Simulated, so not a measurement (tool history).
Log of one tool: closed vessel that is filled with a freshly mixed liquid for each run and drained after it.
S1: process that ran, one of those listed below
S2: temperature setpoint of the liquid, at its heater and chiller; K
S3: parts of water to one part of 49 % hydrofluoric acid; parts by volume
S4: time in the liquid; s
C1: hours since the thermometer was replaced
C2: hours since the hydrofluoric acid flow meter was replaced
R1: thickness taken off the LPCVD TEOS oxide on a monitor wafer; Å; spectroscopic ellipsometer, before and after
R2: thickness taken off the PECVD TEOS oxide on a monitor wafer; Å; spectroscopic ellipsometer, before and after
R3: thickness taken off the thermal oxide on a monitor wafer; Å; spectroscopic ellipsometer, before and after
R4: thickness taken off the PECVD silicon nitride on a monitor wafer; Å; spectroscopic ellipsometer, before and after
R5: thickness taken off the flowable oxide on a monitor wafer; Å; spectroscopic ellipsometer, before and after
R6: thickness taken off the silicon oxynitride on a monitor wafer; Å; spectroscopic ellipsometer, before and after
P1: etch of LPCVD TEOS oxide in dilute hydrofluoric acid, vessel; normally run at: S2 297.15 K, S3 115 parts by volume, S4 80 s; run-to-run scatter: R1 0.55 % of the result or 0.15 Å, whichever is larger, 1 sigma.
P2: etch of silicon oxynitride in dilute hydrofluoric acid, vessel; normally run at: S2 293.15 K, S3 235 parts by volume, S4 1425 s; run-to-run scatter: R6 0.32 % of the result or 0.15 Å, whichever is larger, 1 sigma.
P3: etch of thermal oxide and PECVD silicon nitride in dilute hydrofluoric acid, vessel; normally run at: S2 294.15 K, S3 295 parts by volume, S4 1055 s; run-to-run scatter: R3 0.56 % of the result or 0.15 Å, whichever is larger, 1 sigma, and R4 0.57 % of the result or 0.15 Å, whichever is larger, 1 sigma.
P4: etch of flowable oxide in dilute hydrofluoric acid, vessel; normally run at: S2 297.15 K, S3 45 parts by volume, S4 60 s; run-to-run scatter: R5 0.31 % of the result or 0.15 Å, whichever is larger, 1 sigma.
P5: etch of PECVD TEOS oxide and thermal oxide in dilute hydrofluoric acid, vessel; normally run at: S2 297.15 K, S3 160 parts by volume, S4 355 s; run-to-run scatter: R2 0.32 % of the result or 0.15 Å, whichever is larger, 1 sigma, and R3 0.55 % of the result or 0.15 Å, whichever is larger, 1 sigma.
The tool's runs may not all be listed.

| run | hour | S1 | S2 | S3 | S4 | C1 | C2 | R1 | R2 | R3 | R4 | R5 | R6 |
|---|---|---|---|---|---|---|---|---|---|---|---|---|---|
| 1 | 4.5 | P1 | 297.15 | 115 | 80 | 915.7 | 227.0 | 248.19 |  |  |  |  |  |
| 2 | 8.4 | P5 | 297.15 | 30 | 355 | 919.6 | 230.9 |  | 1577.60 | 614.620 |  |  |  |
| 3 | 12.4 | P3 | 294.15 | 445 | 1055 | 923.6 | 234.9 |  |  | 72.053 | 34.571 |  |  |
| 4 | 14.5 | P4 | 297.15 | 45 | 60 | 925.7 | 237.0 |  |  |  |  | 752.57 |  |
| 5 | 16.8 | P3 | 290.15 | 295 | 1055 | 928.0 | 239.3 |  |  | 109.090 | 39.478 |  |  |
| 6 | 19.3 | P5 | 297.15 | 160 | 355 | 930.5 | 241.8 |  | 252.87 | 96.793 |  |  |  |
| 7 | 23.7 | P1 | 297.15 | 200 | 80 | 934.9 | 246.2 | 129.26 |  |  |  |  |  |
|  | 25.2 | hydrofluoric acid flow meter replaced |
| 8 | 26.2 | P4 | 290.65 | 45 | 60 | 937.4 | 1.1 |  |  |  |  | 571.78 |  |
| 9 | 30.1 | P1 | 300.65 | 115 | 80 | 941.3 | 5.0 | 282.49 |  |  |  |  |  |
| 10 | 34.2 | P1 | 297.15 | 115 | 80 | 945.4 | 9.1 | 246.61 |  |  |  |  |  |
| 11 | 38.7 | P1 | 290.65 | 20 | 80 | 949.9 | 13.6 | 1216.00 |  |  |  |  |  |
| 12 | 40.9 | P1 | 297.15 | 115 | 80 | 952.1 | 15.8 | 243.11 |  |  |  |  |  |
| 13 | 44.6 | P1 | 300.65 | 155 | 80 | 955.8 | 19.5 | 200.02 |  |  |  |  |  |
| 14 | 47.7 | P2 | 290.15 | 235 | 1425 | 958.9 | 22.6 |  |  |  |  |  | 193.43 |
| 15 | 50.4 | P4 | 297.15 | 80 | 60 | 961.6 | 25.3 |  |  |  |  | 403.33 |  |
| 16 | 54.3 | P1 | 297.15 | 115 | 30 | 965.5 | 29.2 | 92.02 |  |  |  |  |  |
| 17 | 57.2 | P5 | 297.15 | 160 | 660 | 968.4 | 32.1 |  | 469.71 | 179.210 |  |  |  |
| 18 | 59.4 | P4 | 297.15 | 45 | 100 | 970.6 | 34.3 |  |  |  |  | 1250.80 |  |
| 19 | 64.0 | P5 | 304.15 | 160 | 355 | 975.2 | 38.9 |  | 326.33 | 124.510 |  |  |  |
| 20 | 66.2 | P4 | 297.15 | 45 | 60 | 977.4 | 41.1 |  |  |  |  | 751.23 |  |
| 21 | 69.6 | P1 | 297.15 | 115 | 80 | 980.8 | 44.5 | 247.15 |  |  |  |  |  |
| 22 | 71.7 | P1 | 292.15 | 115 | 80 | 982.9 | 46.6 | 204.07 |  |  |  |  |  |
| 23 | 76.4 | P3 | 294.15 | 295 | 1055 | 987.6 | 51.3 |  |  | 124.420 | 51.355 |  |  |
| 24 | 79.0 | P3 | 294.15 | 295 | 1055 | 990.2 | 53.9 |  |  | 124.310 | 51.047 |  |  |
| 25 | 81.9 | P1 | 297.15 | 115 | 155 | 993.1 | 56.8 | 479.20 |  |  |  |  |  |
| 26 | 84.4 | P2 | 293.15 | 350 | 1425 | 995.6 | 59.3 |  |  |  |  |  | 139.10 |
| 27 | 87.3 | P2 | 293.15 | 235 | 1425 | 998.5 | 62.2 |  |  |  |  |  | 221.50 |
| 28 | 92.1 | P1 | 297.15 | 115 | 80 | 1003.3 | 67.0 | 246.12 |  |  |  |  |  |
| 29 | 96.0 | P1 | 297.15 | 70 | 80 | 1007.2 | 70.9 | 426.89 |  |  |  |  |  |
| 30 | 100.7 | P2 | 293.15 | 235 | 2780 | 1011.9 | 75.6 |  |  |  |  |  | 433.70 |
| 31 | 104.6 | P3 | 294.15 | 295 | 2090 | 1015.8 | 79.5 |  |  | 248.570 | 101.390 |  |  |
| 32 | 107.0 | P1 | 297.15 | 115 | 80 | 1018.2 | 81.9 | 246.24 |  |  |  |  |  |
| 33 | 111.4 | P1 | 297.15 | 115 | 80 | 1022.6 | 86.3 | 239.70 |  |  |  |  |  |
| 34 | 115.8 | P1 | 297.15 | 115 | 80 | 1027.0 | 90.7 | 236.73 |  |  |  |  |  |
| 35 | 119.6 | P1 | 297.15 | 115 | 80 | 1030.8 | 94.5 | 233.93 |  |  |  |  |  |
| 36 | 124.0 | P1 | 297.15 | 115 | 80 | 1035.2 | 98.9 | 231.42 |  |  |  |  |  |
| 37 | 127.0 | P1 | 297.15 | 115 | 80 | 1038.2 | 101.9 | 230.24 |  |  |  |  |  |
| 38 | 131.1 | P1 | 297.15 | 115 | 80 | 1042.3 | 106.0 | 231.22 |  |  |  |  |  |
| 39 | 134.9 | P1 | 297.15 | 115 | 80 | 1046.1 | 109.8 | 230.01 |  |  |  |  |  |
| 40 | 138.3 | P1 | 297.15 | 115 | 80 | 1049.5 | 113.2 | 229.79 |  |  |  |  |  |
| 41 | 141.3 | P1 | 297.15 | 115 | 80 | 1052.5 | 116.2 | 228.74 |  |  |  |  |  |
| 42 | 145.8 | P1 | 297.15 | 115 | 80 | 1057.0 | 120.7 | 230.36 |  |  |  |  |  |

What P1 gives has crept away from where it was. These 2 causes fit the log equally well, each at the size given:
A: hydrofluoric acid flow below the setpoint (%) = 6.33
B: liquid colder than its thermometer reads (K) = 1.89
The creep began at about hour 107.0.

4 check runs are offered, one wafer each, their results left as question marks. Which one tells the causes apart?
| check 1 | 150.3 | P5 | 297.15 | 55 | 355 |  |  |  | ? | ? |  |  |  |
| check 2 | 150.3 | P4 | 297.15 | 75 | 90 |  |  |  |  |  |  | ? |  |
| check 3 | 150.3 | P2 | 293.15 | 310 | 2520 |  |  |  |  |  |  |  | ? |
| check 4 | 150.3 | P3 | 294.15 | 295 | 1950 |  |  |  |  | ? | ? |  |  |

What each check would give under each cause:
| check | result | if A | if B |
|---|---|---|---|
| check 1 | R2 | 776.90 | 770.92 |
| check 1 | R3 | 298.430 | 296.130 |
| check 2 | R5 | 604.39 | 601.36 |
| check 3 | R6 | 262.81 | 261.09 |
| check 4 | R3 | 212.060 | 215.130 |
| check 4 | R4 | 88.657 | 83.781 |
How far apart the two closest causes lie, in the result that separates them most: check 1 0.77 %; check 2 0.5 %; check 3 0.66 %; check 4 5.66 %
Only check 4 tells the causes apart: in the others they would give nearly the same result.

Then check 4 was run and gave: R3 212.860 Å; R4 88.996 Å. Which cause is it?

It is A: hydrofluoric acid flow below the setpoint (%).

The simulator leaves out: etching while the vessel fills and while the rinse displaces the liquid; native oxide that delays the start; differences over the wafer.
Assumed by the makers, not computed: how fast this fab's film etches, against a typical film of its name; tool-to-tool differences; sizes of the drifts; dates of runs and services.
